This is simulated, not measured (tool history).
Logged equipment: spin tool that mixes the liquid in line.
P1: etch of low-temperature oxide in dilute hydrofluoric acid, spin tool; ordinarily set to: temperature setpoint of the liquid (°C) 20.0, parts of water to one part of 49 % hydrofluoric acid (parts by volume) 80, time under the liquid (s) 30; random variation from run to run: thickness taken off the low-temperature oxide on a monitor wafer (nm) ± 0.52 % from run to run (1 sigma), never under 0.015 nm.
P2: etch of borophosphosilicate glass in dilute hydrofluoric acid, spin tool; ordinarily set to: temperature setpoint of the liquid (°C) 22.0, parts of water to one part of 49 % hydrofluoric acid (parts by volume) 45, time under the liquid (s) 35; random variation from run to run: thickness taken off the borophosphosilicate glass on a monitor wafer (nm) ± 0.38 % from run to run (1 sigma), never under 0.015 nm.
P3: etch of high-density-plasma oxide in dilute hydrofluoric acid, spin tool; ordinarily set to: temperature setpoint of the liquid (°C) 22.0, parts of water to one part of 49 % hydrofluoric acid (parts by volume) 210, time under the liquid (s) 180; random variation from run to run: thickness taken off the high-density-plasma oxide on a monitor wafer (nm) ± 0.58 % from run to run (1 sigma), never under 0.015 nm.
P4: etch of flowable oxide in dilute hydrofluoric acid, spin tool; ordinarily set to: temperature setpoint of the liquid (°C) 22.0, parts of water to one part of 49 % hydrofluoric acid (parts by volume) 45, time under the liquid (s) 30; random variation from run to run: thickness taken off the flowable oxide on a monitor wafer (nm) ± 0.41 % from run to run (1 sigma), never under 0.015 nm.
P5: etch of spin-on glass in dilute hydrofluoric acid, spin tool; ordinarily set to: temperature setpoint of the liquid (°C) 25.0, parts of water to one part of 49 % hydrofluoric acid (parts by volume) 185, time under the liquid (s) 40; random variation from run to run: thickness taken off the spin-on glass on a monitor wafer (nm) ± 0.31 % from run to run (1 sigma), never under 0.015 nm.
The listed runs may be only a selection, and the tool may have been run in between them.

run   hour  process that ran  temperature setpoint of the liquid (°C)  parts of water to one part of 49 % hydrofluoric acid (parts by volume)  time under the liquid (s)  hours since the thermometer was replaced  hours since the hydrofluoric acid flow meter was replaced  thickness taken off the low-temperature oxide on a monitor wafer (nm)  thickness taken off the borophosphosilicate glass on a monitor wafer (nm)  thickness taken off the spin-on glass on a monitor wafer (nm)  thickness taken off the flowable oxide on a monitor wafer (nm)  thickness taken off the high-density-plasma oxide on a monitor wafer (nm)
  1    9.0                P1                                     20.0                                                                      80                         30                                     712.9                                                      348.4                                                                 9.2956
  2   21.4                P2                                     22.0                                                                      70                         35                                     725.3                                                      360.8                                                                                                                                            19.161
  3   36.5                P5                                     25.0                                                                     185                         70                                     740.4                                                      375.9                                                                                                                                                                                                          12.7520
  4   46.1                P4                                     29.0                                                                      45                         30                                     750.0                                                      385.5                                                                                                                                                                                                                                                                           40.813
  5   59.2                P1                                     20.0                                                                      80                         30                                     763.1                                                      398.6                                                                 9.2549
  6   69.0                P5                                     17.0                                                                     185                         40                                     772.9                                                      408.4                                                                                                                                                                                                           5.3367
  7   78.8                P5                                     25.0                                                                      60                         40                                     782.7                                                      418.2                                                                                                                                                                                                          26.2310
  8   87.1                P1                                     17.0                                                                      80                         30                                     791.0                                                      426.5                                                                 8.1851
  9   98.3                P3                                     30.0                                                                     210                        180                                     802.2                                                      437.7                                                                                                                                                                                                                                                                                                                                                      4.6870
 10  109.6                P1                                     20.0                                                                      80                         55                                     813.5                                                      449.0                                                                17.2530
 11  122.8                P2                                     22.0                                                                      45                         35                                     826.7                                                      462.2                                                                                                                                            30.810
 12  131.3                P4                                     22.0                                                                      45                         60                                     835.2                                                      470.7                                                                                                                                                                                                                                                                           61.083
 13  143.1                P1                                     26.0                                                                     110                         30                                     847.0                                                      482.5                                                                 8.2775
 14  158.9                P2                                     22.0                                                                      45                         60                                     862.8                                                      498.3                                                                                                                                            52.660
 15  169.1                P5                                     25.0                                                                     185                         40                                     873.0                                                      508.5                                                                                                                                                                                                           7.2408
 16  179.1                P1                                     20.0                                                                      80                         30                                     883.0                                                      518.5                                                                 9.3585
 17  191.7                P3                                     22.0                                                                     210                        325                                     895.6                                                      531.1                                                                                                                                                                                                                                                                                                                                                      6.2253
 18  204.8                P1                                     25.5                                                                      45                         30                                     908.7                                                      544.2                                                                21.5180
 19  212.1                P2                                     28.5                                                                      45                         35                                     916.0                                                      551.5                                                                                                                                            40.032
 20  219.7                P1                                     20.0                                                                      80                         30                                     923.6                                                      559.1                                                                 9.4181
 21  228.1                P1                                     25.5                                                                      80                         30                                     932.0                                                      567.5                                                                11.6450
 22  236.4                P4                                     22.0                                                                      45                         30                                     940.3                                                      575.8                                                                                                                                                                                                                                                                           30.622
 23  250.5                P3                                     22.0                                                                     210                        180                                     954.4                                                      589.9                                                                                                                                                                                                                                                                                                                                                      3.4767
 24  264.1                P3                                     22.0                                                                     340                        180                                     968.0                                                      603.5                                                                                                                                                                                                                                                                                                                                                      1.9241
 25  276.7                P4                                     22.0                                                                      75                         30                                     980.6                                                      616.1                                                                                                                                                                                                                                                                           17.709
 26  285.8                P1                                     17.0                                                                      30                         30                                     989.7                                                      625.2                                                                23.0630
 27  301.5                P1                                     20.0                                                                      45                         30                                    1005.4                                                      640.9                                                                17.4140
 28  317.0                P1                                     20.0                                                                      80                         15                                    1020.9                                                      656.4                                                                 4.6977
 29  331.3                P1                                     20.0                                                                      80                         30                                    1035.2                                                      670.7                                                                 9.4137
 30  340.2                P1                                     20.0                                                                     120                         30                                    1044.1                                                      679.6                                                                 6.0013
 31  349.1                P1                                     20.0                                                                      80                         30                                    1053.0                                                      688.5                                                                 9.3258
 32  356.6                P1                                     20.0                                                                      80                         30                                    1060.5                                                      696.0                                                                 9.5945
 33  365.7                P1                                     20.0                                                                      80                         30                                    1069.6                                                      705.1                                                                 9.9694
 34  373.3                P1                                     20.0                                                                      80                         30                                    1077.2                                                      712.7                                                                10.1910
 35  386.1                P1                                     20.0                                                                      80                         30                                    1090.0                                                      725.5                                                                10.2670
 36  395.3                P1                                     20.0                                                                      80                         30                                    1099.2                                                      734.7                                                                10.1190
 37  408.2                P1                                     20.0                                                                      80                         30                                    1112.1                                                      747.6                                                                10.3030
 38  416.6                P1                                     20.0                                                                      80                         30                                    1120.5                                                      756.0                                                                10.2970

P1 no longer gives what it gave before; its output has crept away from where it was. The following 2 causes, each at its listed size, fit the log equally well:
A: hydrofluoric acid flow above the setpoint (%) = 9.36
B: liquid hotter than its thermometer reads (K) = 2.37
The drift started at roughly hour 349.1.

Consider the 4 check runs below, whose results appear as question marks and each of which averages 2 wafers. Which one distinguishes the causes, in that each cause would give it a clearly different result?
check 1  425.0                P5                                     18.5                                                                      75                         40                                                                                                                                                                                                                                                                                                                     ?
check 2  425.0                P4                                     28.5                                                                      70                         30                                                                                                                                                                                                                                                                                                                                                                                     ?
check 3  425.0                P2                                     22.0                                                                      60                         50                                                                                                                                                                                                                                                      ?
check 4  425.0                P3                                     29.5                                                                     335                        180                                                                                                                                                                                                                                                                                                                                                                                                                                                                ?

Expected result of each check under each candidate cause:
  check                                                                     result     if A     if B
check 1              thickness taken off the spin-on glass on a monitor wafer (nm)  17.3530  17.3970
check 2             thickness taken off the flowable oxide on a monitor wafer (nm)   27.288   27.109
check 3  thickness taken off the borophosphosilicate glass on a monitor wafer (nm)   35.465   35.516
check 4  thickness taken off the high-density-plasma oxide on a monitor wafer (nm)   2.8099   2.6833
Distance between the nearest two causes, measured in the result of the check that separates them most: check 1 0.25 %; check 2 0.66 %; check 3 0.14 %; check 4 4.61 %
Check 4 is the one run that separates the causes; every other check would come out nearly the same whichever cause is at work.

After running check 4, the following was obtained: thickness taken off the high-density-plasma oxide on a monitor wafer (nm) 2.7004. Which cause does this point to?

It was cause B: liquid hotter than its thermometer reads (K).
